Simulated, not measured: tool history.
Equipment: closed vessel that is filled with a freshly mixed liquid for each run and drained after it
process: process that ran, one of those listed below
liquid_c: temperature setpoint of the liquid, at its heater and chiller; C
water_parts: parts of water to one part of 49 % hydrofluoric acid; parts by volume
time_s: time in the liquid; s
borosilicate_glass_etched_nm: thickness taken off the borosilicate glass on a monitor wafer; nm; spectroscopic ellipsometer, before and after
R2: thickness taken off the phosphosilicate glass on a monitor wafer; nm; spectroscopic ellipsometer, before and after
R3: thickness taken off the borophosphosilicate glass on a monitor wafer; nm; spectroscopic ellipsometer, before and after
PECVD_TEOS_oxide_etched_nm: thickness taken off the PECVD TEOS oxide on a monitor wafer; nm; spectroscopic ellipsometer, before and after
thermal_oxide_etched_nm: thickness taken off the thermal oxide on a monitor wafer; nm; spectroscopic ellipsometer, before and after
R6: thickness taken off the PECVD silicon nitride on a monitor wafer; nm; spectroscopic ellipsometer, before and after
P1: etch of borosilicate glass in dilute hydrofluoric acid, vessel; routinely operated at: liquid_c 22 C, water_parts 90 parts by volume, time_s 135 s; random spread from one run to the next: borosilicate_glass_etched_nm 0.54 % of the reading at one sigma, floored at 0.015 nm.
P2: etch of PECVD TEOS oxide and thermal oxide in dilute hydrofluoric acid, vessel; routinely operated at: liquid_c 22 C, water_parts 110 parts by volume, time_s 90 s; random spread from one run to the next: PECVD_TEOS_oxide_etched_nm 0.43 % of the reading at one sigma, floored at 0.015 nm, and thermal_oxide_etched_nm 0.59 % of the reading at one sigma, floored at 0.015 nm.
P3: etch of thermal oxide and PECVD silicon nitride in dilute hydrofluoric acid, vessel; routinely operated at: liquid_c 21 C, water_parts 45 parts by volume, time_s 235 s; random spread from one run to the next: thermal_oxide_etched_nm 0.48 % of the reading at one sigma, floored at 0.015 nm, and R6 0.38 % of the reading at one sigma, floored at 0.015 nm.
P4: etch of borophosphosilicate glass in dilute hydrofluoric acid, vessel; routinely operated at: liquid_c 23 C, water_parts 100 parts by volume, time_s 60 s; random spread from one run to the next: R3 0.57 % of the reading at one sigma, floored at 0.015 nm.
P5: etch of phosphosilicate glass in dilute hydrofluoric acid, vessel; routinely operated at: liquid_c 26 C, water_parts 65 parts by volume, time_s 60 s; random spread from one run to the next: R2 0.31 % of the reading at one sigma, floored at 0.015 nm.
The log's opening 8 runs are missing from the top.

run 9 hour=28.7 | process=P5 liquid_c=26 water_parts=65 time_s=90 | R2=307.75
run 10 hour=33.1 | process=P5 liquid_c=26 water_parts=65 time_s=60 | R2=205.59
run 11 hour=36.4 | process=P2 liquid_c=22 water_parts=110 time_s=90 | PECVD_TEOS_oxide_etched_nm=8.2117 thermal_oxide_etched_nm=3.4989
run 12 hour=38.4 | process=P1 liquid_c=22 water_parts=90 time_s=30 | borosilicate_glass_etched_nm=10.808
run 13 hour=41.2 | process=P3 liquid_c=21 water_parts=45 time_s=360 | thermal_oxide_etched_nm=36.202 R6=27.338
run 14 hour=43.5 | process=P2 liquid_c=27.5 water_parts=110 time_s=90 | PECVD_TEOS_oxide_etched_nm=10.262 thermal_oxide_etched_nm=4.3352
run 15 hour=47.5 | process=P4 liquid_c=18 water_parts=100 time_s=60 | R3=23.997
run 16 hour=50.9 | process=P1 liquid_c=22 water_parts=45 time_s=135 | borosilicate_glass_etched_nm=102.17
run 17 hour=54.9 | process=P1 liquid_c=22 water_parts=90 time_s=135 | borosilicate_glass_etched_nm=48.784
run 18 hour=59.2 | process=P1 liquid_c=22 water_parts=145 time_s=60 | borosilicate_glass_etched_nm=12.638
run 19 hour=62 | process=P1 liquid_c=22 water_parts=90 time_s=135 | borosilicate_glass_etched_nm=48.426
run 20 hour=64.2 | process=P1 liquid_c=27.5 water_parts=90 time_s=135 | borosilicate_glass_etched_nm=61.039
run 21 hour=67.2 | process=P3 liquid_c=21 water_parts=45 time_s=235 | thermal_oxide_etched_nm=23.548 R6=17.863
run 22 hour=70.8 | process=P3 liquid_c=28.5 water_parts=45 time_s=235 | thermal_oxide_etched_nm=32.2 R6=29.679
run 23 hour=75 | process=P1 liquid_c=17 water_parts=90 time_s=135 | borosilicate_glass_etched_nm=39.556
run 24 hour=78.6 | process=P2 liquid_c=22 water_parts=60 time_s=90 | PECVD_TEOS_oxide_etched_nm=16.043 thermal_oxide_etched_nm=6.8263
run 25 hour=83 | process=P2 liquid_c=22 water_parts=110 time_s=30 | PECVD_TEOS_oxide_etched_nm=2.7585 thermal_oxide_etched_nm=1.1706
run 26 hour=86.6 | process=P3 liquid_c=21 water_parts=20 time_s=235 | thermal_oxide_etched_nm=54.546 R6=39.043
run 27 hour=89.2 | process=P1 liquid_c=17 water_parts=55 time_s=135 | borosilicate_glass_etched_nm=67.453

Run 28 is up next; what results do you expect?
run 28 hour=92.5 | process=P4 liquid_c=23 water_parts=100 time_s=60 | R3=?

{"run 28": {"R3": 28.856}}
